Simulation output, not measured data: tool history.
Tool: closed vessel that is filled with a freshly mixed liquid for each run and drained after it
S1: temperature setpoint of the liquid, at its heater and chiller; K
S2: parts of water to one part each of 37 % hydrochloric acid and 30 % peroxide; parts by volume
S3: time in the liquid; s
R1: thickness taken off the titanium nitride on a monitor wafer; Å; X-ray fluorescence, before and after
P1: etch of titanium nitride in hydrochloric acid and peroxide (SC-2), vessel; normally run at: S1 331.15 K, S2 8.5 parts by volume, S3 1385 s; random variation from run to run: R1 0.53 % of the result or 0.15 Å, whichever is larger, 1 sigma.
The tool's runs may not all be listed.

Run 1, day 0.717: S1 331.15 K, S2 8.5 parts by volume, S3 1385 s. Result: R1 467.38 Å.
Run 2, day 1.338: S1 331.15 K, S2 8.5 parts by volume, S3 235 s. Result: R1 79.12 Å.
Run 3, day 2.038: S1 331.15 K, S2 4 parts by volume, S3 1385 s. Result: R1 821.02 Å.
Run 4, day 2.792: S1 331.15 K, S2 8.5 parts by volume, S3 1385 s. Result: R1 467.35 Å.
Run 5, day 3.238: S1 331.15 K, S2 15 parts by volume, S3 1385 s. Result: R1 289.2 Å.
At day 3.858: new drum of peroxide connected.
Run 6, day 3.946: S1 331.15 K, S2 8.5 parts by volume, S3 2020 s. Result: R1 681.59 Å.
Run 7, day 4.438: S1 345.15 K, S2 8.5 parts by volume, S3 585 s. Result: R1 462.42 Å.
Run 8, day 5.171: S1 331.15 K, S2 8.5 parts by volume, S3 1385 s. Result: R1 468.96 Å.
Run 9, day 5.9: S1 331.15 K, S2 8.5 parts by volume, S3 1385 s. Result: R1 467.22 Å.
Run 10, day 6.471: S1 341.65 K, S2 8.5 parts by volume, S3 1385 s. Result: R1 898.09 Å.
Run 11, day 7.146: S1 316.65 K, S2 13.5 parts by volume, S3 1385 s. Result: R1 121.9 Å.
Run 12, day 7.6: S1 315.15 K, S2 8.5 parts by volume, S3 1385 s. Result: R1 163.24 Å.
Run 13, day 8.279: S1 323.15 K, S2 14 parts by volume, S3 1385 s. Result: R1 181.18 Å.
Run 14, day 9.017: S1 331.15 K, S2 8.5 parts by volume, S3 1385 s. Result: R1 467.16 Å.
Run 15, day 9.55: S1 331.15 K, S2 8.5 parts by volume, S3 1385 s. Result: R1 452.75 Å.
Run 16, day 10.088: S1 331.15 K, S2 8.5 parts by volume, S3 1385 s. Result: R1 447.98 Å.
Run 17, day 10.808: S1 331.15 K, S2 8.5 parts by volume, S3 1385 s. Result: R1 435.3 Å.
Run 18, day 11.254: S1 331.15 K, S2 8.5 parts by volume, S3 1385 s. Result: R1 437.96 Å.
Run 19, day 11.871: S1 331.15 K, S2 8.5 parts by volume, S3 1385 s. Result: R1 431.73 Å.

Forecast run 20:
At day 12.408: new drum of peroxide connected.
Run 20, day 12.504: S1 331.15 K, S2 8.5 parts by volume, S3 1385 s. Result: R1 ?.

{"run 20": {"R1": 433.08}}
